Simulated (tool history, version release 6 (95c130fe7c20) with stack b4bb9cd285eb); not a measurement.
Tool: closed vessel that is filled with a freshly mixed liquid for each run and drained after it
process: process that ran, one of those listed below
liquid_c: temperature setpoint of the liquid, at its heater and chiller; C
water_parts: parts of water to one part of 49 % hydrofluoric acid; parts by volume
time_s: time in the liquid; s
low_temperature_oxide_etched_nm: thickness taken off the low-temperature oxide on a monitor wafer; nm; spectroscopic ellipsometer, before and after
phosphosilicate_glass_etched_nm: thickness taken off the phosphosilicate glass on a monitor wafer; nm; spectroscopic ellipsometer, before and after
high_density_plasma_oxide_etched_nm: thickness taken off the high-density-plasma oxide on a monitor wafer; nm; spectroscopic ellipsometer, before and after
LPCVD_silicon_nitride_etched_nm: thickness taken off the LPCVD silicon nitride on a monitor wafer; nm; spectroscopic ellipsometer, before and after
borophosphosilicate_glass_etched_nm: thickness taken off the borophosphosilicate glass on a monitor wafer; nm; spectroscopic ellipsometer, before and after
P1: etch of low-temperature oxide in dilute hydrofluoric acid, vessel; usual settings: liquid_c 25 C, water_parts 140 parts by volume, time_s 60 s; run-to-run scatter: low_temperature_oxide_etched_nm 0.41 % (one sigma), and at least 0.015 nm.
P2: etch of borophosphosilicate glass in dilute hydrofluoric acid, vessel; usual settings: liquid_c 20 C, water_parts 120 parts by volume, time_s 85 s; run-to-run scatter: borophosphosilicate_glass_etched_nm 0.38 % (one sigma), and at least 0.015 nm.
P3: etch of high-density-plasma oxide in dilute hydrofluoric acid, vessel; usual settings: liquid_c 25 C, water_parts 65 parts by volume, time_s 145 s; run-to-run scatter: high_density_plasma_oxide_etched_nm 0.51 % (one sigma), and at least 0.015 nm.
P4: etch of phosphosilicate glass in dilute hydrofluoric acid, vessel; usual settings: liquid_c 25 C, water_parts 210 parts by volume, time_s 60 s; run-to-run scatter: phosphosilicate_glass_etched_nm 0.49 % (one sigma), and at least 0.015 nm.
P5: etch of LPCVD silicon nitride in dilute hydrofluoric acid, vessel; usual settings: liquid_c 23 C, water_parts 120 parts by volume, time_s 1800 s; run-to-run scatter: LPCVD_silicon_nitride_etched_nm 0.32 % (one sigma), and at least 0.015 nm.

run   hour  process  liquid_c  water_parts  time_s  low_temperature_oxide_etched_nm  phosphosilicate_glass_etched_nm  high_density_plasma_oxide_etched_nm  LPCVD_silicon_nitride_etched_nm  borophosphosilicate_glass_etched_nm
  1   15.1       P1        25          140      60                           10.785
  2   25.3       P4        25          210      60                                                            16.016
  3   38.1       P3        25           65      30                                                                                                 2.5702
  4   53.5       P1        25          140      60                           10.854
  5   64.1       P5        23          120    1800                                                                                                                                  7.2023
  6   72.7       P5        23          120    1800                                                                                                                                  7.2504
  7   79.4       P4        25          120      60                                                            31.049
  8   89.1       P1        25          140      60                           10.821
  9  100.8       P3      18.5           65     145                                                                                                 9.5643
 10  110.6       P1        25           70      60                           23.685
 11  122.6       P1        32          140      60                           14.007
 12  129.8       P2        20          215      85                                                                                                                                                                       12.114
 13  143.4       P1        25          240      60                           5.6312
 14  155.4       P3        25           65     145                                                                                                 12.485
 15  167.6       P1      32.5          140     100                           23.812
 16  182.3       P5        23          120     690                                                                                                                                  2.7724
 17    192       P5        30          120    1800                                                                                                                                  11.307
     199.8  -- hydrofluoric acid flow meter replaced
 18  205.7       P4        25          210     120                                                            31.699
 19  219.2       P2        20          120     150                                                                                                                                                                       42.451
 20  234.6       P1        25          140      90                           16.228
 21  242.5       P1        25          140      30                           5.3584
 22  249.5       P2        20          120      85                                                                                                                                                                       23.904
 23  264.2       P2        20          120      85                                                                                                                                                                         24.1
 24  279.3       P1        21          140      60                           9.2937
 25  287.8       P4        17          210      60                                                            11.624
 26  298.6       P5        23           20    1800                                                                                                                                  41.539
 27  311.8       P1        32          140      30                           7.0405
 28  319.1       P2      28.5          120      85                                                                                                                                                                       33.506
 29  333.7       P1        25          140      60                           10.825
 30  342.8       P4        25          210      60                                                            15.896
 31  358.2       P3        25          110     145                                                                                                 6.9674
 32  372.7       P1        19          140      30                           4.2421
 33  379.8       P1        25          140      60                           10.841
 34  389.6       P1        25          140      60                           10.802
 35  396.6       P1        25          140      60                            11.08
 36  411.2       P1        25          140      60                           11.308
 37  421.3       P1        25          140      60                           11.386
 38  435.6       P1        25          140      60                           11.566
 39  447.2       P1        25          140      60                           11.598
 40  458.5       P1        25          140      60                           11.489
 41  472.1       P1        25          140      60                           11.652
 42  487.1       P1        25          140      60                           11.701

What P1 gives has crept away from where it was. These 2 causes fit the log equally well, each at the size given:
A: liquid hotter than its thermometer reads (K) = 1.95
B: hydrofluoric acid flow above the setpoint (%) = 6.53
The creep began at about hour 389.6.

4 check runs are offered, one wafer each, their results left as question marks. Which one tells the causes apart?
check 1  502.1       P5        23           40    1800                                                                                                                                       ?
check 2  502.1       P3        25           95      30                                                                                                      ?
check 3  502.1       P4      17.5          210     100                                                                 ?
check 4  502.1       P2        20          185     145                                                                                                                                                                            ?

What each check would give under each cause:
  check                               result    if A    if B
check 1      LPCVD_silicon_nitride_etched_nm   24.24  22.585
check 2  high_density_plasma_oxide_etched_nm    1.83  1.8199
check 3      phosphosilicate_glass_etched_nm  21.493  21.471
check 4  borophosphosilicate_glass_etched_nm  26.776  26.762
How far apart the two closest causes lie, in the result that separates them most: check 1 7.07 %; check 2 0.55 %; check 3 0.1 %; check 4 0.05 %
Check 1 tells the causes apart: in the others they would give nearly the same result.

Check 1 was then run and gave: LPCVD_silicon_nitride_etched_nm 24.273 nm. Which cause is it?

It is A: liquid hotter than its thermometer reads (K).
